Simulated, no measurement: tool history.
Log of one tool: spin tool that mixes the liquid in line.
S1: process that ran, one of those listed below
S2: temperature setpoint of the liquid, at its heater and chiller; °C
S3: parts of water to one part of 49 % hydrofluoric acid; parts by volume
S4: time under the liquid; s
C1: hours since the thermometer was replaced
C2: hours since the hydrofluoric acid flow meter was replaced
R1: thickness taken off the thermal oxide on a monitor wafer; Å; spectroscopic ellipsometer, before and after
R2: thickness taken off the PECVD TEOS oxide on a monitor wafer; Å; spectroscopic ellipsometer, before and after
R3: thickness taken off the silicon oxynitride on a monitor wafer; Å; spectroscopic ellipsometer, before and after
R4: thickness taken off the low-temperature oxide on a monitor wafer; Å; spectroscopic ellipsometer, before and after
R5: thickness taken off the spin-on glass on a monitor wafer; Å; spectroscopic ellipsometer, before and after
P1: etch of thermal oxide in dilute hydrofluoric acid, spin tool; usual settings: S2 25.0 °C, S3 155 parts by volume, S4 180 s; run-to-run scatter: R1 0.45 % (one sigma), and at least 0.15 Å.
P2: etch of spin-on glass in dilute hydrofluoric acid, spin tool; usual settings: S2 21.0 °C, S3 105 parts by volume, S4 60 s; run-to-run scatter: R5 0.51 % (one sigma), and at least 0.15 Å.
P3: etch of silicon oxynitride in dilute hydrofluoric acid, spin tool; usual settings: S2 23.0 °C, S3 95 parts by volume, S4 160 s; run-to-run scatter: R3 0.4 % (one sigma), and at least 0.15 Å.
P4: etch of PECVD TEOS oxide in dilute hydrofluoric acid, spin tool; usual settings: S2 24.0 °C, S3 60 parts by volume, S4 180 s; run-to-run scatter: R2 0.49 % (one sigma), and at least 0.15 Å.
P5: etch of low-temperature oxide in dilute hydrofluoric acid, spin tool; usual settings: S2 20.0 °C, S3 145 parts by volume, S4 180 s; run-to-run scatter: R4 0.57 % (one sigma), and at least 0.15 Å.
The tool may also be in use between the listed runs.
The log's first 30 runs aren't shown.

run,hour,S1,S2,S3,S4,C1,C2,R1,R2,R3,R4,R5
31,155.9,P1,17.0,155,180,1409.8,512.1,42.8190,,,,
32,160.6,P1,25.0,155,180,1414.5,516.8,57.9130,,,,
33,167.5,P1,25.0,155,180,1421.4,523.7,60.3890,,,,
34,171.9,P1,25.0,155,180,1425.8,528.1,61.7540,,,,
35,177.1,P1,25.0,155,180,1431.0,533.3,62.9500,,,,
36,183.7,P1,25.0,155,180,1437.6,539.9,63.2000,,,,
37,187.1,P1,25.0,155,180,1441.0,543.3,63.2870,,,,
38,191.8,P1,25.0,155,180,1445.7,548.0,63.9650,,,,
39,195.7,P1,25.0,155,180,1449.6,551.9,63.6160,,,,

The next listed run, before its measurement:
40,202.3,P1,25.0,155,180,1456.2,558.5,?,,,,

Run 40 gave R1 63.5180 Å.

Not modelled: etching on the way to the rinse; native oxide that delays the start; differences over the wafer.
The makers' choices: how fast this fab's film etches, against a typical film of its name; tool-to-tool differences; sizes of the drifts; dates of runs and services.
